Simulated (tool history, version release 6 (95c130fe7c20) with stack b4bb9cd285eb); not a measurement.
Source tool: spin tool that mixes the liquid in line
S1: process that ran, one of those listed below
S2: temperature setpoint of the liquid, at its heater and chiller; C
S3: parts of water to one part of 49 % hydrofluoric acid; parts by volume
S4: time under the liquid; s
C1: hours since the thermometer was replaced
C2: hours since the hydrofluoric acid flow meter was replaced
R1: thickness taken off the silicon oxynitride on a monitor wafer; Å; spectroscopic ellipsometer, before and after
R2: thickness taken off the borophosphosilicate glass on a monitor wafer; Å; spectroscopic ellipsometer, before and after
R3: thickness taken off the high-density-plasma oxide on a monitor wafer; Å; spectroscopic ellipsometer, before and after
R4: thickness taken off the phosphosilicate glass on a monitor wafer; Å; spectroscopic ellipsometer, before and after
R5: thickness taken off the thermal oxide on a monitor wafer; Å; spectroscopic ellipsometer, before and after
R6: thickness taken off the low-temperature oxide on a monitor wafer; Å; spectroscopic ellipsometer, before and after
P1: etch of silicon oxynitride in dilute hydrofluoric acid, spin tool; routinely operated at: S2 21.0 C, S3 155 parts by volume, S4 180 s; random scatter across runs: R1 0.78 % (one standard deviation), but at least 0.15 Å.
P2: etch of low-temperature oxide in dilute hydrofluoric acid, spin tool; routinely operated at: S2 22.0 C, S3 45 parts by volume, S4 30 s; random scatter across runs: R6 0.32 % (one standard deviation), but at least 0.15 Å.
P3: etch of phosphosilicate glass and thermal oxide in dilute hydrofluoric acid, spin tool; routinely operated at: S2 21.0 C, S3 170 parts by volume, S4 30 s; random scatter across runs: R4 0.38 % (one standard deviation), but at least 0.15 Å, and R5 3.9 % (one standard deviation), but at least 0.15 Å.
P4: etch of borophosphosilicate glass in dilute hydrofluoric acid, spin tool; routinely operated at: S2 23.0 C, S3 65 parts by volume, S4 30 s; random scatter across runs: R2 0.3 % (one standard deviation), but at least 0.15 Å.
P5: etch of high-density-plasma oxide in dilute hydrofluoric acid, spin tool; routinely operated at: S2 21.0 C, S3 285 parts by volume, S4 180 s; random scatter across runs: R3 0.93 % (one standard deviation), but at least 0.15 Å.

{"run": 1, "hour": 4.4, "S1": "P1", "S2": 21.0, "S3": 155, "S4": 180, "C1": 576.3, "C2": 497.8, "R1": 32.886}
{"run": 2, "hour": 9.4, "S1": "P1", "S2": 17.5, "S3": 155, "S4": 180, "C1": 581.3, "C2": 502.8, "R1": 28.07}
{"run": 3, "hour": 14.2, "S1": "P1", "S2": 21.0, "S3": 155, "S4": 180, "C1": 586.1, "C2": 507.6, "R1": 32.254}
{"run": 4, "hour": 21.3, "S1": "P1", "S2": 21.0, "S3": 265, "S4": 180, "C1": 593.2, "C2": 514.7, "R1": 17.407}
{"run": 5, "hour": 27.0, "S1": "P4", "S2": 17.5, "S3": 65, "S4": 30, "C1": 598.9, "C2": 520.4, "R2": 155.75}
{"run": 6, "hour": 34.7, "S1": "P1", "S2": 21.0, "S3": 155, "S4": 15, "C1": 606.6, "C2": 528.1, "R1": 2.8477}
{"run": 7, "hour": 42.5, "S1": "P1", "S2": 21.0, "S3": 155, "S4": 180, "C1": 614.4, "C2": 535.9, "R1": 32.574}
{"run": 8, "hour": 47.7, "S1": "P5", "S2": 21.0, "S3": 285, "S4": 180, "C1": 619.6, "C2": 541.1, "R3": 22.837}
{"run": 9, "hour": 51.5, "S1": "P1", "S2": 21.0, "S3": 155, "S4": 180, "C1": 623.4, "C2": 544.9, "R1": 32.303}
{"run": 10, "hour": 55.1, "S1": "P3", "S2": 21.0, "S3": 170, "S4": 30, "C1": 627.0, "C2": 548.5, "R4": 292.67, "R5": 6.8582}
{"run": 11, "hour": 61.6, "S1": "P1", "S2": 21.0, "S3": 155, "S4": 360, "C1": 633.5, "C2": 555.0, "R1": 64.634}
{"run": 12, "hour": 65.4, "S1": "P5", "S2": 21.0, "S3": 285, "S4": 180, "C1": 637.3, "C2": 558.8, "R3": 23.216}
{"run": 13, "hour": 69.6, "S1": "P5", "S2": 21.0, "S3": 285, "S4": 20, "C1": 641.5, "C2": 563.0, "R3": 2.6105}
{"run": 14, "hour": 75.4, "S1": "P2", "S2": 22.0, "S3": 25, "S4": 30, "C1": 647.3, "C2": 568.8, "R6": 227.93}
{"run": 15, "hour": 80.5, "S1": "P1", "S2": 26.5, "S3": 155, "S4": 180, "C1": 652.4, "C2": 573.9, "R1": 41.882}
{"run": 16, "hour": 84.8, "S1": "P5", "S2": 17.0, "S3": 285, "S4": 180, "C1": 656.7, "C2": 578.2, "R3": 19.676}
{"run": 17, "hour": 91.1, "S1": "P3", "S2": 21.0, "S3": 30, "S4": 30, "C1": 663.0, "C2": 584.5, "R4": 1955.8, "R5": 45.894}
{"run": 18, "hour": 97.9, "S1": "P1", "S2": 21.0, "S3": 35, "S4": 180, "C1": 669.8, "C2": 591.3, "R1": 156.44}
{"run": 19, "hour": 102.9, "S1": "P5", "S2": 21.0, "S3": 445, "S4": 180, "C1": 674.8, "C2": 596.3, "R3": 12.775}
{"run": 20, "hour": 109.0, "S1": "P2", "S2": 27.5, "S3": 45, "S4": 30, "C1": 680.9, "C2": 602.4, "R6": 154.8}
{"run": 21, "hour": 113.3, "S1": "P4", "S2": 23.0, "S3": 65, "S4": 30, "C1": 685.2, "C2": 606.7, "R2": 196.22}
{"run": 22, "hour": 118.3, "S1": "P3", "S2": 21.0, "S3": 170, "S4": 15, "C1": 690.2, "C2": 611.7, "R4": 147.42, "R5": 3.3493}
{"run": 23, "hour": 123.7, "S1": "P1", "S2": 21.0, "S3": 155, "S4": 180, "C1": 695.6, "C2": 617.1, "R1": 33.313}
{"run": 24, "hour": 131.5, "S1": "P4", "S2": 23.0, "S3": 65, "S4": 45, "C1": 703.4, "C2": 624.9, "R2": 294.51}
{"run": 25, "hour": 137.4, "S1": "P4", "S2": 23.0, "S3": 20, "S4": 30, "C1": 709.3, "C2": 630.8, "R2": 671.38}
{"run": 26, "hour": 141.7, "S1": "P2", "S2": 22.0, "S3": 45, "S4": 15, "C1": 713.6, "C2": 635.1, "R6": 61.758}
{"run": 27, "hour": 145.3, "S1": "P1", "S2": 17.0, "S3": 155, "S4": 30, "C1": 717.2, "C2": 638.7, "R1": 4.527}
{"run": 28, "hour": 149.4, "S1": "P3", "S2": 25.5, "S3": 170, "S4": 30, "C1": 721.3, "C2": 642.8, "R4": 350.47, "R5": 7.4148}
{"run": 29, "hour": 156.5, "S1": "P2", "S2": 22.0, "S3": 45, "S4": 30, "C1": 728.4, "C2": 649.9, "R6": 124.22}
{"run": 30, "hour": 164.2, "S1": "P1", "S2": 21.0, "S3": 155, "S4": 180, "C1": 736.1, "C2": 657.6, "R1": 32.3}
{"run": 31, "hour": 170.3, "S1": "P1", "S2": 21.0, "S3": 155, "S4": 180, "C1": 742.2, "C2": 663.7, "R1": 33.699}
{"run": 32, "hour": 177.3, "S1": "P1", "S2": 21.0, "S3": 155, "S4": 180, "C1": 749.2, "C2": 670.7, "R1": 35.53}
{"run": 33, "hour": 181.0, "S1": "P1", "S2": 21.0, "S3": 155, "S4": 180, "C1": 752.9, "C2": 674.4, "R1": 35.113}
{"run": 34, "hour": 188.0, "S1": "P1", "S2": 21.0, "S3": 155, "S4": 180, "C1": 759.9, "C2": 681.4, "R1": 35.834}
{"run": 35, "hour": 192.4, "S1": "P1", "S2": 21.0, "S3": 155, "S4": 180, "C1": 764.3, "C2": 685.8, "R1": 36.042}
{"run": 36, "hour": 197.1, "S1": "P1", "S2": 21.0, "S3": 155, "S4": 180, "C1": 769.0, "C2": 690.5, "R1": 36.177}

What P1 gives has crept off from where it sat before. The 2 causes that follow fit the log equally well, each at the size noted:
A: hydrofluoric acid flow above the setpoint (%) = 8.46
B: liquid hotter than its thermometer reads (K) = 1.93
The creep began at about hour 164.2.

The list below offers 4 check runs, each averaging the results of 5 wafers, and shows each result as a question mark. For which of them would the listed causes give clearly different results?
{"run": "check 1", "hour": 201.8, "S1": "P3", "S2": 21.0, "S3": 40, "S4": 30, "R4": "?", "R5": "?"}
{"run": "check 2", "hour": 201.8, "S1": "P5", "S2": 21.0, "S3": 435, "S4": 180, "R3": "?"}
{"run": "check 3", "hour": 201.8, "S1": "P2", "S2": 22.0, "S3": 25, "S4": 30, "R6": "?"}
{"run": "check 4", "hour": 201.8, "S1": "P4", "S2": 23.0, "S3": 25, "S4": 30, "R2": "?"}

If the cause were each of the candidates in turn, the checks would give the following:
check=check_1 result=R4 if_A=1578.90 if_B=1573.00
check=check_1 result=R5 if_A=36.5050 if_B=36.3680
check=check_2 result=R3 if_A=14.7880 if_B=14.1310
check=check_3 result=R6 if_A=248.040 if_B=247.550
check=check_4 result=R2 if_A=584.45 if_B=582.91
Smallest distance between any two causes, each pair judged by its most separating result, in per cent: check 1 0.38 %; check 2 4.54 %; check 3 0.2 %; check 4 0.26 %
Check 2 tells the causes apart: in the others they would give nearly the same result.

Here is what check 2 returned: R3 13.9330 Å. Which cause is it?

It is B: liquid hotter than its thermometer reads (K).
